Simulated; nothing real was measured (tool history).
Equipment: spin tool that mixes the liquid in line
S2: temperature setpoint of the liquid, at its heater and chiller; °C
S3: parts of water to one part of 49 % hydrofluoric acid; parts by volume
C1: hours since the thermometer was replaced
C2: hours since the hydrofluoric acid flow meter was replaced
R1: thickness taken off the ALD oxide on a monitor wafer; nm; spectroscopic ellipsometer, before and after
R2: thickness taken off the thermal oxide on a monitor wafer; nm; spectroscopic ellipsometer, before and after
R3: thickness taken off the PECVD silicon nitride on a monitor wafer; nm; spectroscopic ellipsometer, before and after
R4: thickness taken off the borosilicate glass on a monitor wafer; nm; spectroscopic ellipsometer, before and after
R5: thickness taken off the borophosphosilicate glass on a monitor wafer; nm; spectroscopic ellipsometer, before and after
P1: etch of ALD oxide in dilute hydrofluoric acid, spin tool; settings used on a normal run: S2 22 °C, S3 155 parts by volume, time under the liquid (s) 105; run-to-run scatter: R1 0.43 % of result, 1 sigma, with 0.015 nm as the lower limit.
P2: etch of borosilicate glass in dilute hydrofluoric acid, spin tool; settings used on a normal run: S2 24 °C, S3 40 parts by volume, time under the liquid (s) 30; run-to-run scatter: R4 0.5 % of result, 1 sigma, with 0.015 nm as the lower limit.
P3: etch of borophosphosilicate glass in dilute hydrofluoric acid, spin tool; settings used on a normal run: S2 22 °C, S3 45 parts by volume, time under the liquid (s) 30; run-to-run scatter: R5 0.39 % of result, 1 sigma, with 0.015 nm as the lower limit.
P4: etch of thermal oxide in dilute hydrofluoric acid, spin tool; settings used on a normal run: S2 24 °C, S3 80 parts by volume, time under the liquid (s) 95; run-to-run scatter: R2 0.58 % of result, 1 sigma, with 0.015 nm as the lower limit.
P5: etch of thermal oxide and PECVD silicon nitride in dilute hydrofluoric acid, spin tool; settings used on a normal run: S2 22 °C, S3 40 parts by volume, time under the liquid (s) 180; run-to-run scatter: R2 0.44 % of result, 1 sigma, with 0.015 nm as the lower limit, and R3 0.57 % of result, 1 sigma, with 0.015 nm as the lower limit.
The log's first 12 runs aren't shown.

Run 13, hour 59.4: process that ran P1, S2 22 °C, S3 35 parts by volume, time under the liquid (s) 150; C1 2150; C2 1325.5. Result: R1 93.576 nm.
Run 14, hour 64.4: process that ran P1, S2 22 °C, S3 155 parts by volume, time under the liquid (s) 150; C1 2155; C2 1330.5. Result: R1 18.305 nm.
Run 15, hour 67.7: process that ran P2, S2 24 °C, S3 40 parts by volume, time under the liquid (s) 15; C1 2158.3; C2 1333.8. Result: R4 11.233 nm.
Run 16, hour 73.6: process that ran P4, S2 29.5 °C, S3 80 parts by volume, time under the liquid (s) 95; C1 2164.2; C2 1339.7. Result: R2 7.3477 nm.
Run 17, hour 79.6: process that ran P3, S2 22 °C, S3 45 parts by volume, time under the liquid (s) 45; C1 2170.2; C2 1345.7. Result: R5 70.875 nm.
Run 18, hour 83.6: process that ran P5, S2 22 °C, S3 40 parts by volume, time under the liquid (s) 180; C1 2174.2; C2 1349.7. Result: R2 20.909 nm, R3 15.432 nm.
Run 19, hour 86.3: process that ran P5, S2 22 °C, S3 70 parts by volume, time under the liquid (s) 180; C1 2176.9; C2 1352.4. Result: R2 11.419 nm, R3 8.929 nm.
Run 20, hour 91.5: process that ran P1, S2 22 °C, S3 30 parts by volume, time under the liquid (s) 105; C1 2182.1; C2 1357.6. Result: R1 76.754 nm.
Run 21, hour 95.5: process that ran P3, S2 22 °C, S3 45 parts by volume, time under the liquid (s) 30; C1 2186.1; C2 1361.6. Result: R5 46.807 nm.
Run 22, hour 99.5: process that ran P1, S2 17 °C, S3 245 parts by volume, time under the liquid (s) 105; C1 2190.1; C2 1365.6. Result: R1 6.1149 nm.
Run 23, hour 104.6: process that ran P1, S2 22 °C, S3 155 parts by volume, time under the liquid (s) 105; C1 2195.2; C2 1370.7. Result: R1 12.918 nm.
Run 24, hour 107.3: process that ran P1, S2 22 °C, S3 155 parts by volume, time under the liquid (s) 105; C1 2197.9; C2 1373.4. Result: R1 12.986 nm.
Run 25, hour 111.8: process that ran P5, S2 22 °C, S3 40 parts by volume, time under the liquid (s) 315; C1 2202.4; C2 1377.9. Result: R2 36.349 nm, R3 27.069 nm.

What will run 26 give?
Run 26, hour 115.5: process that ran P4, S2 24 °C, S3 80 parts by volume, time under the liquid (s) 45; C1 2206.1; C2 1381.6. Result: R2 ?.

R2: 2.7849 nm
